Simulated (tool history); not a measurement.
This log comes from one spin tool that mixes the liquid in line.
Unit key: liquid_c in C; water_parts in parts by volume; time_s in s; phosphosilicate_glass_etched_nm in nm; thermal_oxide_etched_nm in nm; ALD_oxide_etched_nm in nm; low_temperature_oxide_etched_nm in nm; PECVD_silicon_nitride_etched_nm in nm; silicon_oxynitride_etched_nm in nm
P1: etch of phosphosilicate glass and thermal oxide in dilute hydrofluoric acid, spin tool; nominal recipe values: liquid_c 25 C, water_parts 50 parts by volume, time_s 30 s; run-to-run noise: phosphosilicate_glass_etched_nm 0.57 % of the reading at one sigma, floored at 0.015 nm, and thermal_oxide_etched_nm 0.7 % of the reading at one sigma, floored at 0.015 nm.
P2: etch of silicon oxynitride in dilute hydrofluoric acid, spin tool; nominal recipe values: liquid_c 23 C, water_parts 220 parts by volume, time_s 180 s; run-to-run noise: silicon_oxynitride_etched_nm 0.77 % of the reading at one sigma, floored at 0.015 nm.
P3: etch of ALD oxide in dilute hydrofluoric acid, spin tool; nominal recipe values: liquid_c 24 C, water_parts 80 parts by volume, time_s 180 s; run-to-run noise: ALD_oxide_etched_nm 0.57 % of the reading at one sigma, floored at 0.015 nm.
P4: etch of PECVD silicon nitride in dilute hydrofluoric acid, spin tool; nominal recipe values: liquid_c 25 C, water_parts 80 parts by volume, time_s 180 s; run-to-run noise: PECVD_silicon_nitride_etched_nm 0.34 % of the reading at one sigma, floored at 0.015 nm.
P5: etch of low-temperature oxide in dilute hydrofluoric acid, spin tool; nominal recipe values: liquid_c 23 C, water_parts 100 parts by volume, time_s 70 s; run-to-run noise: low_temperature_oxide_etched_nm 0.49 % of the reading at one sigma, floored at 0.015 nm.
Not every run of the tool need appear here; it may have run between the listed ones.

| run | day | process | liquid_c | water_parts | time_s | hours since the thermometer was replaced | hours since the hydrofluoric acid flow meter was replaced | phosphosilicate_glass_etched_nm | thermal_oxide_etched_nm | ALD_oxide_etched_nm | low_temperature_oxide_etched_nm | PECVD_silicon_nitride_etched_nm | silicon_oxynitride_etched_nm |
|---|---|---|---|---|---|---|---|---|---|---|---|---|---|
| 1 | 0.529 | P1 | 25 | 50 | 30 | 533.7 | 1147.8 | 40.019 | 3.3121 |  |  |  |  |
| 2 | 0.9 | P1 | 25 | 50 | 30 | 542.6 | 1156.7 | 39.329 | 3.3684 |  |  |  |  |
| 3 | 1.196 | P3 | 24 | 80 | 180 | 549.7 | 1163.8 |  |  | 23.031 |  |  |  |
| 4 | 1.721 | P5 | 17.5 | 100 | 70 | 562.3 | 1176.4 |  |  |  | 7.2387 |  |  |
| 5 | 2.038 | P5 | 23 | 140 | 70 | 569.9 | 1184 |  |  |  | 6.1216 |  |  |
| 6 | 2.388 | P1 | 25 | 50 | 30 | 578.3 | 1192.4 | 39.647 | 3.2764 |  |  |  |  |
| 7 | 2.908 | P1 | 25 | 50 | 30 | 590.8 | 1204.9 | 40.032 | 3.2903 |  |  |  |  |
| 8 | 3.417 | P1 | 29 | 50 | 15 | 603 | 1217.1 | 23.329 | 1.9203 |  |  |  |  |
| 9 | 3.888 | P4 | 25 | 80 | 65 | 614.3 | 1228.4 |  |  |  |  | 2.3991 |  |
| 10 | 4.188 | P2 | 28 | 220 | 180 | 621.5 | 1235.6 |  |  |  |  |  | 4.2721 |
| 11 | 4.721 | P1 | 30 | 50 | 45 | 634.3 | 1248.4 | 72.389 | 6.0883 |  |  |  |  |
|  | 4.983 | thermometer replaced |
| 12 | 5.062 | P2 | 23 | 220 | 295 | 1.9 | 1256.6 |  |  |  |  |  | 5.5948 |
| 13 | 5.517 | P4 | 25 | 115 | 180 | 12.8 | 1267.5 |  |  |  |  | 4.6865 |  |
| 14 | 5.933 | P1 | 25 | 50 | 30 | 22.8 | 1277.5 | 40.031 | 3.3093 |  |  |  |  |
| 15 | 6.254 | P3 | 24 | 80 | 180 | 30.5 | 1285.2 |  |  | 23.215 |  |  |  |
| 16 | 6.792 | P1 | 25 | 85 | 30 | 43.4 | 1298.1 | 22.423 | 1.8197 |  |  |  |  |
| 17 | 7.133 | P3 | 24 | 115 | 180 | 51.6 | 1306.3 |  |  | 15.271 |  |  |  |
| 18 | 7.638 | P1 | 25 | 50 | 15 | 63.7 | 1318.4 | 19.904 | 1.6505 |  |  |  |  |
| 19 | 8.083 | P2 | 23 | 300 | 180 | 74.4 | 1329.1 |  |  |  |  |  | 2.3468 |
| 20 | 8.383 | P1 | 17 | 50 | 30 | 81.6 | 1336.3 | 28.23 | 2.3716 |  |  |  |  |
| 21 | 8.862 | P2 | 23 | 220 | 180 | 93.1 | 1347.8 |  |  |  |  |  | 3.4718 |
| 22 | 9.108 | P1 | 25 | 50 | 55 | 99 | 1353.7 | 73.52 | 5.9973 |  |  |  |  |
| 23 | 9.525 | P1 | 25 | 25 | 30 | 109 | 1363.7 | 82.087 | 6.8123 |  |  |  |  |
| 24 | 9.808 | P1 | 25 | 50 | 30 | 115.8 | 1370.5 | 40.078 | 3.261 |  |  |  |  |
| 25 | 10.208 | P3 | 24 | 80 | 50 | 125.4 | 1380.1 |  |  | 6.3641 |  |  |  |
| 26 | 10.483 | P3 | 17 | 80 | 180 | 132 | 1386.7 |  |  | 17.163 |  |  |  |
| 27 | 10.979 | P5 | 23 | 100 | 70 | 143.9 | 1398.6 |  |  |  | 8.9683 |  |  |
| 28 | 11.492 | P4 | 25 | 80 | 180 | 156.2 | 1410.9 |  |  |  |  | 6.6846 |  |
| 29 | 11.95 | P5 | 23 | 100 | 15 | 167.2 | 1421.9 |  |  |  | 1.9308 |  |  |
| 30 | 12.35 | P4 | 20.5 | 80 | 180 | 176.8 | 1431.5 |  |  |  |  | 4.9097 |  |
| 31 | 12.642 | P1 | 30.5 | 50 | 30 | 183.8 | 1438.5 | 50.118 | 4.1212 |  |  |  |  |
| 32 | 12.942 | P4 | 25 | 80 | 180 | 191 | 1445.7 |  |  |  |  | 6.7215 |  |
| 33 | 13.5 | P2 | 23 | 220 | 180 | 204.4 | 1459.1 |  |  |  |  |  | 3.4365 |
| 34 | 13.95 | P1 | 25 | 50 | 30 | 215.2 | 1469.9 | 40.158 | 3.3423 |  |  |  |  |
| 35 | 14.329 | P1 | 25 | 50 | 30 | 224.3 | 1479 | 39.943 | 3.3489 |  |  |  |  |
| 36 | 14.588 | P1 | 25 | 50 | 30 | 230.5 | 1485.2 | 40.421 | 3.299 |  |  |  |  |
| 37 | 15.125 | P1 | 25 | 50 | 30 | 243.4 | 1498.1 | 41.601 | 3.413 |  |  |  |  |
| 38 | 15.538 | P1 | 25 | 50 | 30 | 253.3 | 1508 | 41.671 | 3.4722 |  |  |  |  |
| 39 | 16.067 | P1 | 25 | 50 | 30 | 266 | 1520.7 | 42.106 | 3.5179 |  |  |  |  |

For run 40, what comes out?
| 40 | 16.617 | P1 | 25 | 50 | 30 | 279.2 | 1533.9 | ? | ? |  |  |  |  |

phosphosilicate_glass_etched_nm: 41.89 nm
thermal_oxide_etched_nm: 3.5142 nm

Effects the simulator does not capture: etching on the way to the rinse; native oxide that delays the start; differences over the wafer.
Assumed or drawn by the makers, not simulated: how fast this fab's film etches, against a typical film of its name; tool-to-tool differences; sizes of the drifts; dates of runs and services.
